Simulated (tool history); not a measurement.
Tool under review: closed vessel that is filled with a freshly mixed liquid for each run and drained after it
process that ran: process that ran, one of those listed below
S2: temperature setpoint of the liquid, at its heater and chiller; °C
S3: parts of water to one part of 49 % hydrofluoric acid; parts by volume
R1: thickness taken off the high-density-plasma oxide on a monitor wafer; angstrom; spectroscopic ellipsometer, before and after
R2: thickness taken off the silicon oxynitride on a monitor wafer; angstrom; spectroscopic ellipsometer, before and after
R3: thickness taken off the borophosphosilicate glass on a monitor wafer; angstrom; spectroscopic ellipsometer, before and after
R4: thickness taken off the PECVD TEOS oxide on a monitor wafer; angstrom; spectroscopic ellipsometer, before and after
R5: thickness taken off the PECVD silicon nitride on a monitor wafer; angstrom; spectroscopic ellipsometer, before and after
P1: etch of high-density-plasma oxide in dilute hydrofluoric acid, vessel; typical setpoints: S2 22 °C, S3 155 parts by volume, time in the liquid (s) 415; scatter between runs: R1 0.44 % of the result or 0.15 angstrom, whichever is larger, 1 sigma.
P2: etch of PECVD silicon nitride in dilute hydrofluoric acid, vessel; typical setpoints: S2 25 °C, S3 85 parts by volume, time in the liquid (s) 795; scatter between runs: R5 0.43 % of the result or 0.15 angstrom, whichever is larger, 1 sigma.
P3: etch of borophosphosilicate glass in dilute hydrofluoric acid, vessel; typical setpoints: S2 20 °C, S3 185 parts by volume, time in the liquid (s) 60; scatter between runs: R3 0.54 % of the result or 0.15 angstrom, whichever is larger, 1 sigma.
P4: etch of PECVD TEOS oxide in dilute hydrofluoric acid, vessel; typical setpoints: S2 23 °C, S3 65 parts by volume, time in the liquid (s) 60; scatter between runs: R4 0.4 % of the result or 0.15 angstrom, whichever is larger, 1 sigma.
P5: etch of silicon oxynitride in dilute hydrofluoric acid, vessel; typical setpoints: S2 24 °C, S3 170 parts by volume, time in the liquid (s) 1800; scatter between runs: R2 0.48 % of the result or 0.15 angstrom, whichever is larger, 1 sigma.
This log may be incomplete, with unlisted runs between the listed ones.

Run 1, hour 4: process that ran P1, S2 22 °C, S3 155 parts by volume, time in the liquid (s) 415. Result: R1 160.72 angstrom.
Run 2, hour 7.2: process that ran P1, S2 22 °C, S3 155 parts by volume, time in the liquid (s) 415. Result: R1 160.83 angstrom.
Run 3, hour 10.7: process that ran P5, S2 24 °C, S3 170 parts by volume, time in the liquid (s) 1800. Result: R2 146.94 angstrom.
Run 4, hour 13.6: process that ran P3, S2 20 °C, S3 185 parts by volume, time in the liquid (s) 30. Result: R3 94.328 angstrom.
Run 5, hour 18.4: process that ran P1, S2 22 °C, S3 55 parts by volume, time in the liquid (s) 750. Result: R1 918.32 angstrom.
Run 6, hour 21.3: process that ran P4, S2 23 °C, S3 65 parts by volume, time in the liquid (s) 30. Result: R4 52.387 angstrom.
Run 7, hour 24.2: process that ran P2, S2 25 °C, S3 85 parts by volume, time in the liquid (s) 90. Result: R5 43.842 angstrom.
Run 8, hour 27.1: process that ran P1, S2 29.5 °C, S3 155 parts by volume, time in the liquid (s) 415. Result: R1 212.5 angstrom.
Run 9, hour 30.6: process that ran P4, S2 23 °C, S3 65 parts by volume, time in the liquid (s) 60. Result: R4 104.88 angstrom.
Run 10, hour 34: process that ran P4, S2 17 °C, S3 65 parts by volume, time in the liquid (s) 60. Result: R4 81.163 angstrom.
Run 11, hour 38.7: process that ran P1, S2 28.5 °C, S3 155 parts by volume, time in the liquid (s) 170. Result: R1 84.164 angstrom.
Run 12, hour 42.3: process that ran P1, S2 22 °C, S3 155 parts by volume, time in the liquid (s) 415. Result: R1 161 angstrom.
Run 13, hour 46.1: process that ran P1, S2 22 °C, S3 155 parts by volume, time in the liquid (s) 640. Result: R1 248.93 angstrom.
Run 14, hour 48.4: process that ran P1, S2 27.5 °C, S3 155 parts by volume, time in the liquid (s) 750. Result: R1 357.87 angstrom.
Run 15, hour 53.3: process that ran P1, S2 17 °C, S3 155 parts by volume, time in the liquid (s) 415. Result: R1 131.77 angstrom.
Run 16, hour 58.1: process that ran P2, S2 25 °C, S3 85 parts by volume, time in the liquid (s) 795. Result: R5 386.24 angstrom.
Run 17, hour 62: process that ran P5, S2 24 °C, S3 30 parts by volume, time in the liquid (s) 1800. Result: R2 934.61 angstrom.
Run 18, hour 65.6: process that ran P5, S2 31.5 °C, S3 170 parts by volume, time in the liquid (s) 1800. Result: R2 203.71 angstrom.
Run 19, hour 69.7: process that ran P1, S2 22 °C, S3 95 parts by volume, time in the liquid (s) 415. Result: R1 281.92 angstrom.
Run 20, hour 74.1: process that ran P1, S2 22 °C, S3 155 parts by volume, time in the liquid (s) 415. Result: R1 161.41 angstrom.
Run 21, hour 77.5: process that ran P1, S2 22 °C, S3 155 parts by volume, time in the liquid (s) 415. Result: R1 161.14 angstrom.
Run 22, hour 80.4: process that ran P1, S2 22 °C, S3 155 parts by volume, time in the liquid (s) 75. Result: R1 29.284 angstrom.
At hour 84.3: thermometer replaced.
Run 23, hour 84.5: process that ran P2, S2 19 °C, S3 85 parts by volume, time in the liquid (s) 795. Result: R5 259.57 angstrom.
Run 24, hour 88.5: process that ran P1, S2 22 °C, S3 285 parts by volume, time in the liquid (s) 415. Result: R1 76.503 angstrom.
Run 25, hour 93.5: process that ran P4, S2 23 °C, S3 90 parts by volume, time in the liquid (s) 60. Result: R4 73.03 angstrom.
Run 26, hour 96.4: process that ran P3, S2 20 °C, S3 185 parts by volume, time in the liquid (s) 60. Result: R3 189.68 angstrom.
Run 27, hour 100.5: process that ran P1, S2 22 °C, S3 155 parts by volume, time in the liquid (s) 415. Result: R1 160.87 angstrom.
Run 28, hour 105.2: process that ran P5, S2 24 °C, S3 170 parts by volume, time in the liquid (s) 545. Result: R2 44.265 angstrom.
Run 29, hour 110.4: process that ran P3, S2 28 °C, S3 185 parts by volume, time in the liquid (s) 60. Result: R3 256.91 angstrom.
Run 30, hour 113.4: process that ran P3, S2 20 °C, S3 335 parts by volume, time in the liquid (s) 60. Result: R3 90.153 angstrom.
Run 31, hour 115.7: process that ran P4, S2 23 °C, S3 65 parts by volume, time in the liquid (s) 60. Result: R4 105.12 angstrom.
Run 32, hour 118.7: process that ran P2, S2 25 °C, S3 50 parts by volume, time in the liquid (s) 795. Result: R5 650.34 angstrom.
Run 33, hour 121.9: process that ran P1, S2 22 °C, S3 155 parts by volume, time in the liquid (s) 415. Result: R1 160.44 angstrom.
Run 34, hour 124.5: process that ran P1, S2 22 °C, S3 155 parts by volume, time in the liquid (s) 415. Result: R1 160.93 angstrom.
Run 35, hour 127.7: process that ran P1, S2 22 °C, S3 155 parts by volume, time in the liquid (s) 415. Result: R1 166.69 angstrom.
Run 36, hour 132.4: process that ran P1, S2 22 °C, S3 155 parts by volume, time in the liquid (s) 415. Result: R1 169.58 angstrom.
Run 37, hour 137.4: process that ran P1, S2 22 °C, S3 155 parts by volume, time in the liquid (s) 415. Result: R1 172.18 angstrom.
Run 38, hour 140.4: process that ran P1, S2 22 °C, S3 155 parts by volume, time in the liquid (s) 415. Result: R1 171.81 angstrom.
Run 39, hour 143.1: process that ran P1, S2 22 °C, S3 155 parts by volume, time in the liquid (s) 415. Result: R1 171.86 angstrom.
Run 40, hour 147.8: process that ran P1, S2 22 °C, S3 155 parts by volume, time in the liquid (s) 415. Result: R1 173.4 angstrom.

Compared with where it was, what P1 gives has crept away. Each cause listed below fits the log as well as the rest, at the size given for it:
A: liquid hotter than its thermometer reads (K) = 1.87
B: hydrofluoric acid flow above the setpoint (%) = 6.37
The creep began at about hour 124.5.

Listed below are the offered check runs, one wafer per run, with question marks in place of results. For which of them would the causes give clearly different outcomes?
Run check 1, hour 152.5: process that ran P5, S2 30.5 °C, S3 170 parts by volume, time in the liquid (s) 1800. Result: R2 ?.
Run check 2, hour 152.5: process that ran P4, S2 23 °C, S3 90 parts by volume, time in the liquid (s) 40. Result: R4 ?.
Run check 3, hour 152.5: process that ran P3, S2 20 °C, S3 310 parts by volume, time in the liquid (s) 60. Result: R3 ?.
Run check 4, hour 152.5: process that ran P2, S2 25 °C, S3 85 parts by volume, time in the liquid (s) 290. Result: R5 ?.

Predicted outcomes, by check and by cause:
  check  result    if A    if B
check 1      R2  210.84  209.31
check 2      R4  52.744  52.412
check 3      R3  107.24  108.45
check 4      R5  159.54  150.07
How far apart the two closest causes lie, in the result that separates them most: check 1 0.73 %; check 2 0.63 %; check 3 1.12 %; check 4 6.12 %
Check 4 is the one run that separates the causes; every other check would come out nearly the same whichever cause is at work.

Running check 4 produced the following: R5 149.8 angstrom. Which one of the listed causes fits?

It was cause B: hydrofluoric acid flow above the setpoint (%).
